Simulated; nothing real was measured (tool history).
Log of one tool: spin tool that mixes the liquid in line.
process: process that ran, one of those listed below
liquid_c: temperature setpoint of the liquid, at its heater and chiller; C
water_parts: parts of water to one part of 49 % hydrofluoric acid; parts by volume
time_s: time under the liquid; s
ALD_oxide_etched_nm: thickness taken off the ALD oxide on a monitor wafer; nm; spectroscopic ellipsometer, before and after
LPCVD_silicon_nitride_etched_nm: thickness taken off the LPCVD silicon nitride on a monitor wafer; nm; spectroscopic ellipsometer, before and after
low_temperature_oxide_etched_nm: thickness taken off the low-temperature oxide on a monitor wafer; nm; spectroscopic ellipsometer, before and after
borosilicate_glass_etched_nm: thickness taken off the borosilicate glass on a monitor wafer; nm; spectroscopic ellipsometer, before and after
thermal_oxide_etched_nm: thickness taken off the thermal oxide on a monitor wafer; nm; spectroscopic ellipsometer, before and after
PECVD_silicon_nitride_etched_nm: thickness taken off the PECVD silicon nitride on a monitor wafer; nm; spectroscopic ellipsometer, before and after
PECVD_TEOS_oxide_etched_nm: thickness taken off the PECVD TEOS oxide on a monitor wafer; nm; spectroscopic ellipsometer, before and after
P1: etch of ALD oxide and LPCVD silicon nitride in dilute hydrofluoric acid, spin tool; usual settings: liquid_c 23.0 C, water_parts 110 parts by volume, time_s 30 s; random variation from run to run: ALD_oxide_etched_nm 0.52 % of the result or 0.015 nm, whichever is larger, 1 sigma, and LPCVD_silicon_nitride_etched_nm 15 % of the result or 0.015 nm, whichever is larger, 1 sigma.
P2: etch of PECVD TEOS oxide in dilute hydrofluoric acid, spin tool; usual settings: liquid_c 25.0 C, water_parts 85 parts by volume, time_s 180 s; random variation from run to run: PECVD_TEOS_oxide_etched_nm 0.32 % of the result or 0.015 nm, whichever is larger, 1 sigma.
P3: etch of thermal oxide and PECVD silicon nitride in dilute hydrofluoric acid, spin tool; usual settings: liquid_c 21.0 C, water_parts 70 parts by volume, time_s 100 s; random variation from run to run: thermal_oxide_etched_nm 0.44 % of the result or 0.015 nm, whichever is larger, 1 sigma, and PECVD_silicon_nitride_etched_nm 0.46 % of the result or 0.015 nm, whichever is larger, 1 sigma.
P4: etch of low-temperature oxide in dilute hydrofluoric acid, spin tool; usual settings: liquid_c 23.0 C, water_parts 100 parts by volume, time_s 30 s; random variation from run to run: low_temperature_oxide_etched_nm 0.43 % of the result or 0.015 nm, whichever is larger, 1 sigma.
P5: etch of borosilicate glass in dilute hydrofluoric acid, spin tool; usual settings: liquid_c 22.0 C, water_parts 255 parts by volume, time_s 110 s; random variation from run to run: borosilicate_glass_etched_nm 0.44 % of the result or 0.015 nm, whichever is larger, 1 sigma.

run	hour	process	liquid_c	water_parts	time_s	hours since the thermometer was replaced	hours since the hydrofluoric acid flow meter was replaced	ALD_oxide_etched_nm	LPCVD_silicon_nitride_etched_nm	low_temperature_oxide_etched_nm	borosilicate_glass_etched_nm	thermal_oxide_etched_nm	PECVD_silicon_nitride_etched_nm	PECVD_TEOS_oxide_etched_nm
1	5.2	P1	23.0	110	30	215.3	678.6	7.3146	0.174570					
2	9.4	P1	23.0	110	55	219.5	682.8	13.2800	0.212410					
3	14.2	P4	23.0	100	30	224.3	687.6			10.4950				
4	20.7	P1	17.5	110	30	230.8	694.1	5.8299	0.077084					
5	24.7	P4	30.0	100	30	234.8	698.1			13.5870				
6	31.4	P5	22.0	120	110	241.5	704.8				40.600			
7	35.4	P1	23.0	110	30	245.5	708.8	7.2137	0.076646					
8	39.8	P3	21.0	70	100	249.9	713.2					6.1632	6.4255	
9	45.7	P1	23.0	110	15	255.8	719.1	3.6627	0.100420					
10	49.7	P1	23.0	110	30	259.8	723.1	7.2469	0.124590					
11	57.0	P1	23.0	165	15	267.1	730.4	2.2714	0.048226					
12	64.3	P4	23.0	185	30	274.4	737.7			5.1218				
13	69.3	P1	27.0	110	30	279.4	742.7	8.4521	0.165100					
14	73.8	P3	21.0	70	100	283.9	747.2					6.1376	6.4155	
15	77.6	P1	23.0	175	30	287.7	751.0	4.2405	0.096742					
16	83.2	P1	19.0	50	30	293.3	756.6	14.5710	0.241800					
17	89.1	P3	21.0	115	100	299.2	762.5					3.5236	3.9545	
18	95.6	P5	22.0	255	20	305.7	769.0				3.002			
19	99.5	P2	33.5	85	180	309.6	772.9							34.944
20	103.1	P2	25.0	85	180	313.2	776.5							24.860
# hour 106.8: thermometer replaced
21	108.4	P3	17.0	70	100	1.6	781.8					5.1559	4.8783	
22	113.1	P2	25.0	115	180	6.3	786.5							17.799
23	119.1	P5	17.0	255	110	12.3	792.5				13.661			
24	123.8	P4	23.0	100	60	17.0	797.2			20.7730				
25	127.0	P4	23.0	100	30	20.2	800.4			10.4770				
26	132.5	P5	22.0	255	110	25.7	805.9				16.530			
27	137.2	P2	25.0	85	180	30.4	810.6							24.880
28	142.2	P1	23.0	110	30	35.4	815.6	7.2744	0.109080					
29	145.5	P1	23.0	30	30	38.7	818.9	29.2060	0.289910					
30	150.2	P1	23.0	45	55	43.4	823.6	35.3950	0.681740					
31	155.3	P2	25.0	85	330	48.5	828.7							45.789
32	158.9	P3	21.0	70	145	52.1	832.3					8.8611	9.2188	
33	165.9	P5	22.0	255	110	59.1	839.3				16.560			
34	170.3	P1	23.0	110	30	63.5	843.7	7.2706	0.130960					
35	174.4	P1	23.0	110	30	67.6	847.8	7.3221	0.164180					
36	179.0	P1	23.0	110	30	72.2	852.4	7.4828	0.148370					
37	183.4	P1	23.0	110	30	76.6	856.8	7.5237	0.146900					
38	189.9	P1	23.0	110	30	83.1	863.3	7.6266	0.148900					
39	195.6	P1	23.0	110	30	88.8	869.0	7.6331	0.166200					
40	200.6	P1	23.0	110	30	93.8	874.0	7.6416	0.124880					
41	205.9	P1	23.0	110	30	99.1	879.3	7.6644	0.124730					
42	210.1	P1	23.0	110	30	103.3	883.5	7.7425	0.153290					
43	216.6	P1	23.0	110	30	109.8	890.0	7.6472	0.136160					
44	222.6	P1	23.0	110	30	115.8	896.0	7.6320	0.152220					

What P1 gives has crept away from where it was. These 2 causes fit the log equally well, each at the size given:
A: liquid hotter than its thermometer reads (K) = 1.48
B: hydrofluoric acid flow above the setpoint (%) = 5.28
The creep began at about hour 170.3.

4 check runs are offered, one wafer each, their results left as question marks. Which one tells the causes apart?
check 1	228.6	P2	29.0	110	180									?
check 2	228.6	P5	17.5	255	40						?			
check 3	228.6	P4	23.0	160	55					?				
check 4	228.6	P3	21.0	110	100							?	?	

What each check would give under each cause:
check	result	if A	if B
check 1	PECVD_TEOS_oxide_etched_nm	23.086	23.176
check 2	borosilicate_glass_etched_nm	5.3570	5.3904
check 3	low_temperature_oxide_etched_nm	11.7830	11.8300
check 4	thermal_oxide_etched_nm	3.9502	3.9434
check 4	PECVD_silicon_nitride_etched_nm	4.5527	4.3369
How far apart the two closest causes lie, in the result that separates them most: check 1 0.39 %; check 2 0.62 %; check 3 0.4 %; check 4 4.85 %
Check 4 tells the causes apart: in the others they would give nearly the same result.

Check 4 was then run and gave: thermal_oxide_etched_nm 3.9324 nm; PECVD_silicon_nitride_etched_nm 4.3130 nm. Which cause is it?

It is B: hydrofluoric acid flow above the setpoint (%).
